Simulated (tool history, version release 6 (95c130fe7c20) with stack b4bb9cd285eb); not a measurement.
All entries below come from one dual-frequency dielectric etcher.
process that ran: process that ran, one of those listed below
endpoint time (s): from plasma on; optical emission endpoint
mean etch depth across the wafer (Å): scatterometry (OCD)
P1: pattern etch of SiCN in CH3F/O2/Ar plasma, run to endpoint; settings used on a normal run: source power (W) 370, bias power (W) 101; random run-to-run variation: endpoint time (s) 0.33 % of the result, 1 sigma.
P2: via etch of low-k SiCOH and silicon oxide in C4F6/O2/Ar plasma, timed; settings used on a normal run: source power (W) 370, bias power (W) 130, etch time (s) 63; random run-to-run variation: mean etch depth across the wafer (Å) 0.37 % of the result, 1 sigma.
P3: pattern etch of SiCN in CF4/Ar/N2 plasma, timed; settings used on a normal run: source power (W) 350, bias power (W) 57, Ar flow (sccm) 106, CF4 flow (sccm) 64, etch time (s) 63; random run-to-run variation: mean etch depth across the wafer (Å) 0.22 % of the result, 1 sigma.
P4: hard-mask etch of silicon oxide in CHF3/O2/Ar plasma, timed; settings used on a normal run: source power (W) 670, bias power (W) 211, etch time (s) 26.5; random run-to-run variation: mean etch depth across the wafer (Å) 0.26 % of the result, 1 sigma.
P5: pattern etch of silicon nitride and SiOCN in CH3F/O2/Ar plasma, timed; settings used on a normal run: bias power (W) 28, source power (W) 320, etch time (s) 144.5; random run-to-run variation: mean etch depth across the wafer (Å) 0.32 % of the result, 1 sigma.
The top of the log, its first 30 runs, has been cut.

| run | hour | process that ran | source power (W) | bias power (W) | etch time (s) | Ar flow (sccm) | CF4 flow (sccm) | hours since the last wet clean | hours since the last source power generator calibration | hours since the last bias power generator calibration | endpoint time (s) | mean etch depth across the wafer (Å) |
|---|---|---|---|---|---|---|---|---|---|---|---|---|
| 31 | 96.5 | P5 | 320 | 34 | 144.5 |  |  | 42.7 | 896.5 | 3217.9 |  | 223.13 |
| 32 | 98.6 | P1 | 370 | 101 |  |  |  | 44.8 | 898.6 | 3220 | 19.829 |  |
| 33 | 102.5 | P1 | 370 | 101 |  |  |  | 48.7 | 902.5 | 3223.9 | 19.692 |  |
| 34 | 105.4 | P1 | 370 | 101 |  |  |  | 51.6 | 905.4 | 3226.8 | 19.56 |  |
| 35 | 108.5 | P1 | 370 | 101 |  |  |  | 54.7 | 908.5 | 3229.9 | 19.601 |  |
| 36 | 113.1 | P1 | 370 | 101 |  |  |  | 59.3 | 913.1 | 3234.5 | 19.677 |  |
| 37 | 115.9 | P1 | 370 | 101 |  |  |  | 62.1 | 915.9 | 3237.3 | 19.651 |  |
|  | 117.2 | wet clean of the chamber |
| 38 | 120.2 | P1 | 370 | 101 |  |  |  | 3.1 | 920.2 | 3241.6 | 19.535 |  |
| 39 | 123.7 | P1 | 370 | 101 |  |  |  | 6.6 | 923.7 | 3245.1 | 19.501 |  |
| 40 | 127.4 | P1 | 370 | 101 |  |  |  | 10.3 | 927.4 | 3248.8 | 19.562 |  |
| 41 | 129.8 | P1 | 370 | 101 |  |  |  | 12.7 | 929.8 | 3251.2 | 19.544 |  |

What does the tool deliver on the next run?
| 42 | 133.9 | P1 | 370 | 101 |  |  |  | 16.8 | 933.9 | 3255.3 | ? |  |

{"run 42": {"endpoint time (s)": 19.559}}
